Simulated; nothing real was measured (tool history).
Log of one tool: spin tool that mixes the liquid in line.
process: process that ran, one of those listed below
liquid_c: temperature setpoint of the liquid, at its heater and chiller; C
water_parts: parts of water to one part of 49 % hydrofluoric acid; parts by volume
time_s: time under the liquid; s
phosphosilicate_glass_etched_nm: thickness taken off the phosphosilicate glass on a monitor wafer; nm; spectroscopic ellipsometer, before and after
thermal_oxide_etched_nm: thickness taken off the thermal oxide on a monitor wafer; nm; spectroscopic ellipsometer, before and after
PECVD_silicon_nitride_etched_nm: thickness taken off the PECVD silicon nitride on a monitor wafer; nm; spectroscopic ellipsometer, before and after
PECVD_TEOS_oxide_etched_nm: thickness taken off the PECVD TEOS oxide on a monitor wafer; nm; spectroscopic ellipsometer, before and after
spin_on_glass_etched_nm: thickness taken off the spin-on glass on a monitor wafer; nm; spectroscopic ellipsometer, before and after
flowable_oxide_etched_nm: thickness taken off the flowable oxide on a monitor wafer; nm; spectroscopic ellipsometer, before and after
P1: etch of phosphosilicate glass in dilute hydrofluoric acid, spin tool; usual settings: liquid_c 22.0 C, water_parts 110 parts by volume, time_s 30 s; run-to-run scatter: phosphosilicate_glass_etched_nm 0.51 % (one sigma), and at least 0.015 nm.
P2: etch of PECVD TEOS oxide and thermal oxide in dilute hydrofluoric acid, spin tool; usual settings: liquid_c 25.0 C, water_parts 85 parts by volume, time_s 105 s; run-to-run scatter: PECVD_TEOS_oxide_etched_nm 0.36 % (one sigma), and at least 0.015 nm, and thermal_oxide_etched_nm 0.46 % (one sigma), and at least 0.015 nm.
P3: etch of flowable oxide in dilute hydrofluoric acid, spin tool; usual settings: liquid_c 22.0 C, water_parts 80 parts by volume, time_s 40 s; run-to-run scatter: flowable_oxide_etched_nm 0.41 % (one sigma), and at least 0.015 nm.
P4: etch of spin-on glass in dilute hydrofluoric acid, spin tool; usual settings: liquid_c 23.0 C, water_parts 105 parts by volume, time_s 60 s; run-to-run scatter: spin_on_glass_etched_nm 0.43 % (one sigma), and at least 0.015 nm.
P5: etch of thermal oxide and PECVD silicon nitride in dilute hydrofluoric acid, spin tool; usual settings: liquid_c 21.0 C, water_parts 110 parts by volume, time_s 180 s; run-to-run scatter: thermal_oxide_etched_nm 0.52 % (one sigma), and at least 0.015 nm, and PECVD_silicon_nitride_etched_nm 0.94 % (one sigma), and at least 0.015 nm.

run     day  process  liquid_c  water_parts  time_s  phosphosilicate_glass_etched_nm  thermal_oxide_etched_nm  PECVD_silicon_nitride_etched_nm  PECVD_TEOS_oxide_etched_nm  spin_on_glass_etched_nm  flowable_oxide_etched_nm
  1   0.779       P1      22.0          110      30                           27.077
  2   1.275       P1      22.0          110      50                           45.079
  3   1.908       P1      22.0          110      30                           26.880
  4   2.262       P5      21.0          110     180                                                    7.1191                           2.2483
  5   2.738       P5      21.0           65     180                                                   12.4880                           3.8248
  6   3.329       P2      19.5           85     105                                                    4.8189                                                       19.368
  7   3.833       P2      25.0           85     105                                                    6.0624                                                       24.104
  8   4.562       P1      22.0          110      30                           27.084
  9   5.221       P1      29.5          110      30                           36.224
 10   5.696       P1      18.0          110      30                           22.896
 11   6.308       P4      27.5          105      60                                                                                                                                         13.9250
 12   6.888       P3      22.0           80      40                                                                                                                                                                    31.728
 13   7.383       P4      23.0          105      15                                                                                                                                          2.9634
 14   7.808       P1      22.0          110      30                           27.164
 15   8.279       P1      22.0           60      30                           52.298
 16   8.858       P1      22.0          110      30                           27.169
 17   9.275       P3      22.0           80      40                                                                                                                                                                    32.032
 18   9.708       P1      22.0          110      30                           26.954
 19  10.254       P2      25.0           85     210                                                   12.0990                                                       48.257
 20  11.021       P3      22.0           80      70                                                                                                                                                                    55.801
 21  11.788       P4      23.0          105      60                                                                                                                                         11.8640
 22  12.275       P1      22.0           30      15                           54.460
 23  12.767       P1      22.0          110      15                           13.456
 24  13.183       P5      28.5          110     180                                                    9.5382                           3.7443
 25  13.704       P5      21.0          110     360                                                   14.2520                           4.5057
 26  14.342       P3      22.0           20      40                                                                                                                                                                   137.200
 27  14.954       P1      22.0          180      30                           15.345
 28  15.588       P5      21.0          110     180                                                    7.0654                           2.3019
 29  16.333       P4      23.0          150      60                                                                                                                                          7.7834
 30  17.029       P3      17.5           80      40                                                                                                                                                                    26.332
 31  17.788       P2      25.0           85     105                                                    6.0783                                                       24.242
 32  18.129       P1      26.0          110      45                           47.555
 33  18.758       P2      25.0           35     105                                                   15.9120                                                       62.839
 34  19.125       P1      22.0          110      30                           27.275

The next listed run, before its measurement:
 35  19.833       P1      22.0          110      30                                ?

Run 35 gave phosphosilicate_glass_etched_nm 27.716 nm.
